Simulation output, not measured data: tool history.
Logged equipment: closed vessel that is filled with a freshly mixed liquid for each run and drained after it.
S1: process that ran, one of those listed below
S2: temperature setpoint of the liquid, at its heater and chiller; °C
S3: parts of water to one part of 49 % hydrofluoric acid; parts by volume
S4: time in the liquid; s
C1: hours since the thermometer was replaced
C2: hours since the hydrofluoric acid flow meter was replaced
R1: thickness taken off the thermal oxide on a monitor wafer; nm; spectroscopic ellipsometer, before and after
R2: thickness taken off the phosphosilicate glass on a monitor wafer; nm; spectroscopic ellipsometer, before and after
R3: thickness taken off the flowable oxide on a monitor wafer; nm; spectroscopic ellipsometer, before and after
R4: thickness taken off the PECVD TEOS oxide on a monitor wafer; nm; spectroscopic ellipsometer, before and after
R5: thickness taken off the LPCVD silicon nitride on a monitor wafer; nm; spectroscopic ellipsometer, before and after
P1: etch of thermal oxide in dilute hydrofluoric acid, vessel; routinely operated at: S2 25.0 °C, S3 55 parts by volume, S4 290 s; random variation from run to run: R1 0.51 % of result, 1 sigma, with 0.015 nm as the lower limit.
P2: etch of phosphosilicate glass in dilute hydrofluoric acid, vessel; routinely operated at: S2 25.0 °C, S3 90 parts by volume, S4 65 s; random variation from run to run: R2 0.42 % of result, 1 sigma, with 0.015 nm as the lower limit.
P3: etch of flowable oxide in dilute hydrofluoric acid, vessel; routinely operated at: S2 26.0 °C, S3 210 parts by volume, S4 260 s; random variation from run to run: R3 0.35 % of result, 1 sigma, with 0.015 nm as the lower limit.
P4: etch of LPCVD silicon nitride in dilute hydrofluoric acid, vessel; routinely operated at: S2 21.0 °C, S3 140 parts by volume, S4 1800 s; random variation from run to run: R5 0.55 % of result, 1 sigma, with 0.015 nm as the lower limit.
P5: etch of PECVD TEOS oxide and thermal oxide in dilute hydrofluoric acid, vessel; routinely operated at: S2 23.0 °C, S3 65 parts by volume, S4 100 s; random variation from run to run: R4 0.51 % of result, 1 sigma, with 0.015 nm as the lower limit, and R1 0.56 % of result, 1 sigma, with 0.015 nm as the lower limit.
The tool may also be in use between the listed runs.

run	hour	S1	S2	S3	S4	C1	C2	R1	R2	R3	R4	R5
1	3.0	P1	25.0	55	290	655.9	873.8	28.2910				
2	8.8	P1	25.0	55	290	661.7	879.6	28.3780				
3	12.8	P1	25.0	55	290	665.7	883.6	28.4170				
4	18.2	P2	25.0	90	65	671.1	889.0		45.685			
5	22.6	P3	26.0	60	260	675.5	893.4			163.840		
6	28.2	P1	25.0	80	290	681.1	899.0	18.8840				
7	31.8	P2	17.0	90	65	684.7	902.6		32.975			
8	37.5	P1	21.5	55	290	690.4	908.3	24.7580				
9	40.7	P3	18.5	210	260	693.6	911.5			29.477		
10	43.5	P3	26.0	210	260	696.4	914.3			38.997		
11	49.5	P1	21.0	20	290	702.4	920.3	69.0900				
12	54.8	P5	23.0	65	30	707.7	925.6	2.2011			8.1992	
13	59.9	P1	25.0	55	290	712.8	930.7	28.1530				
14	65.0	P4	21.0	140	1800	717.9	935.8					5.33830
15	70.7	P1	25.0	55	290	723.6	941.5	28.4930				
16	75.0	P2	25.0	25	65	727.9	945.8		179.560			
17	79.1	P1	25.0	55	420	732.0	949.9	40.7580				
18	83.9	P5	23.0	65	100	736.8	954.7	7.2267			27.2680	
19	89.1	P1	25.0	55	50	742.0	959.9	4.8326				
20	94.5	P5	23.0	25	100	747.4	965.3	19.9010			74.6050	
21	99.0	P1	25.0	20	290	751.9	969.8	81.2110				
22	101.7	P4	27.0	140	1800	754.6	972.5					7.85320
23	106.6	P1	32.0	55	290	759.5	977.4	37.1330				
24	112.5	P5	31.5	65	100	765.4	983.3	10.1670			38.3470	
25	118.1	P3	26.0	210	465	771.0	988.9			70.382		
26	124.2	P3	26.0	210	260	777.1	995.0			39.072		
27	128.2	P4	21.0	140	205	781.1	999.0					0.59576
28	133.0	P2	25.0	90	130	785.9	1003.8		91.178			
29	136.0	P4	21.0	75	1800	788.9	1006.8					9.78170
30	139.4	P1	25.0	55	290	792.3	1010.2	28.1530				
31	143.3	P1	25.0	55	290	796.2	1014.1	28.7450				
32	148.9	P1	25.0	55	290	801.8	1019.7	29.4550				
33	154.4	P1	25.0	55	290	807.3	1025.2	29.7730				
34	159.7	P1	25.0	55	290	812.6	1030.5	29.7780				
35	164.5	P1	25.0	55	290	817.4	1035.3	30.1110				
36	167.5	P1	25.0	55	290	820.4	1038.3	30.1950				
37	171.4	P1	25.0	55	290	824.3	1042.2	30.3010				
38	174.2	P1	25.0	55	290	827.1	1045.0	30.1580				
39	178.9	P1	25.0	55	290	831.8	1049.7	30.1150				

The log shows P1 creeping away from where it was. Any of the 2 causes listed here, at the size stated for it, fits the log just as well as the others:
A: hydrofluoric acid flow above the setpoint (%) = 6.39
B: liquid hotter than its thermometer reads (K) = 1.65
At approximately hour 139.4, the process output began to creep.

Below are 4 check runs, each averaged over 3 wafers, with their results shown as question marks. Which of them would give clearly different results depending on which cause is behind the drift?
check 1	183.6	P5	23.0	30	55			?			?	
check 2	183.6	P4	25.5	140	515							?
check 3	183.6	P3	26.0	80	260					?		
check 4	183.6	P2	18.0	90	115				?			

What every check run would give for each of its results, assuming each possible cause in turn:
check	result	if A	if B
check 1	R1	9.6077	9.6548
check 1	R4	36.2970	36.4750
check 2	R5	2.16920	2.26480
check 3	R3	128.440	127.990
check 4	R2	65.020	65.088
Distance between the nearest two causes, measured in the result of the check that separates them most: check 1 0.49 %; check 2 4.31 %; check 3 0.35 %; check 4 0.11 %
The other checks would show nearly matching results whichever cause is true, so check 2 is the only one that separates the causes.

Running check 2 produced the following: R5 2.25870 nm. Which one of the listed causes fits?

The cause is B: liquid hotter than its thermometer reads (K).

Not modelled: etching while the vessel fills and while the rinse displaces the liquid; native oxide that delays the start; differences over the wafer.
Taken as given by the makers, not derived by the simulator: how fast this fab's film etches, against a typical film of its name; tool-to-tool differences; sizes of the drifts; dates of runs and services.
